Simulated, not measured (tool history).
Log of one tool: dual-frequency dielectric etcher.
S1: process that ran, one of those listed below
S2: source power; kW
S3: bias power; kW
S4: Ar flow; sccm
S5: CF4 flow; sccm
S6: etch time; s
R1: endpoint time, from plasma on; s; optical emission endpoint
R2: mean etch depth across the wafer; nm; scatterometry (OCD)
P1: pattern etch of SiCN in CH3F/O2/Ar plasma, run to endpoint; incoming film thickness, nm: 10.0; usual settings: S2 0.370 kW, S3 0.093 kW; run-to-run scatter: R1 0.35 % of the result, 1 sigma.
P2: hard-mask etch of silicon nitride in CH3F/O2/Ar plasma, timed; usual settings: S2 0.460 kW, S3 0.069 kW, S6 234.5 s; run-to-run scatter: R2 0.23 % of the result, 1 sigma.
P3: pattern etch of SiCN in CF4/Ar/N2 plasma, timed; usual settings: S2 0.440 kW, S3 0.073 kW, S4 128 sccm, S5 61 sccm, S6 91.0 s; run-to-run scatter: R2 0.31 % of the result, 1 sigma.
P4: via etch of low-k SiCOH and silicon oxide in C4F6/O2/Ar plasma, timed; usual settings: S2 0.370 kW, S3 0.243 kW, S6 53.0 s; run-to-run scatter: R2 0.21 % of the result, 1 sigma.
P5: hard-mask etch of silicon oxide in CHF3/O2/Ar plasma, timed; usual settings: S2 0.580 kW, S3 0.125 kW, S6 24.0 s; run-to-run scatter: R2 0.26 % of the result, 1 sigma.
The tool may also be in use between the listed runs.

run	hour	S1	S2	S3	S4	S5	S6	R1	R2
1	5.3	P1	0.370	0.093				25.068	
2	13.6	P1	0.370	0.115				22.995	
3	18.6	P3	0.440	0.073	128	61	91.0		71.257
4	22.7	P3	0.440	0.073	102	61	91.0		73.992
5	28.3	P5	0.580	0.125			24.0		43.803
6	33.0	P3	0.440	0.073	128	61	91.0		71.289
7	38.5	P1	0.370	0.093				24.871	
8	44.3	P5	0.580	0.173			24.0		48.454
9	49.0	P3	0.440	0.093	128	61	91.0		78.093
10	53.2	P3	0.540	0.073	128	61	91.0		84.515
11	60.5	P3	0.440	0.073	128	61	50.0		39.062
12	67.3	P5	0.730	0.125			24.0		47.842
13	74.7	P2	0.460	0.069			234.5		170.310
14	79.5	P1	0.370	0.063				28.524	
15	84.0	P4	0.370	0.243			53.0		153.340
16	91.2	P1	0.490	0.122				20.362	
17	99.5	P4	0.370	0.243			53.0		153.810
18	104.1	P1	0.290	0.093				27.275	
19	108.4	P2	0.280	0.069			234.5		140.550
20	114.8	P5	0.580	0.125			17.0		30.975
21	120.3	P1	0.370	0.093				24.818	
22	127.4	P3	0.440	0.073	128	86	91.0		75.019
# hour 133.1: wet clean of the chamber
23	134.0	P1	0.510	0.123				19.859	
24	141.1	P4	0.370	0.243			74.0		213.770
25	149.1	P2	0.460	0.069			234.5		169.430
26	154.1	P1	0.490	0.123				20.022	
27	158.1	P1	0.480	0.093				22.546	
28	164.7	P1	0.370	0.093				24.920	
29	169.6	P2	0.460	0.069			145.5		105.690
30	173.4	P4	0.370	0.164			53.0		134.430
31	178.6	P2	0.460	0.096			234.5		190.630
32	182.7	P4	0.510	0.243			53.0		173.610

The next listed run, before its measurement:
33	189.4	P1	0.370	0.093				?	

Run 33 gave R1 24.764 s.
